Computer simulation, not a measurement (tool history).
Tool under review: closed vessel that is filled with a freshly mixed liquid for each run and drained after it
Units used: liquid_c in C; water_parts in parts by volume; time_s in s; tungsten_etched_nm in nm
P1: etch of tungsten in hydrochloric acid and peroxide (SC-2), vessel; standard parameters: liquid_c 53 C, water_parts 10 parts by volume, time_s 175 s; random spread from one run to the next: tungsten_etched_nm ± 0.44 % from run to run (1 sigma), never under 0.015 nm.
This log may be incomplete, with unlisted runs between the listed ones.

{"run": 1, "hour": 4.9, "liquid_c": 53, "water_parts": 10, "time_s": 175, "tungsten_etched_nm": 28.971}
{"run": 2, "hour": 9.1, "liquid_c": 53, "water_parts": 4, "time_s": 175, "tungsten_etched_nm": 58.504}
{"run": 3, "hour": 11.9, "liquid_c": 37.5, "water_parts": 10, "time_s": 175, "tungsten_etched_nm": 10.018}
{"run": 4, "hour": 17.2, "liquid_c": 53, "water_parts": 18.5, "time_s": 175, "tungsten_etched_nm": 16.843}
{"run": 5, "hour": 21.2, "liquid_c": 53, "water_parts": 10, "time_s": 175, "tungsten_etched_nm": 29.367}
{"run": 6, "hour": 24.8, "liquid_c": 43.5, "water_parts": 4.5, "time_s": 175, "tungsten_etched_nm": 28.204}
{"run": 7, "hour": 30.3, "liquid_c": 53, "water_parts": 10, "time_s": 345, "tungsten_etched_nm": 57.356}
{"run": 8, "hour": 35.1, "liquid_c": 67.5, "water_parts": 10, "time_s": 175, "tungsten_etched_nm": 72.333}
{"run": 9, "hour": 41.4, "liquid_c": 53, "water_parts": 10, "time_s": 175, "tungsten_etched_nm": 29.141}
{"run": 10, "hour": 46.5, "liquid_c": 53, "water_parts": 10, "time_s": 175, "tungsten_etched_nm": 29.134}
{"run": 11, "hour": 49.7, "liquid_c": 53, "water_parts": 10, "time_s": 175, "tungsten_etched_nm": 28.999}

Run 12 comes next. What will it give?
{"run": 12, "hour": 55.9, "liquid_c": 53, "water_parts": 10, "time_s": 175, "tungsten_etched_nm": "?"}

tungsten_etched_nm: 29.1 nm
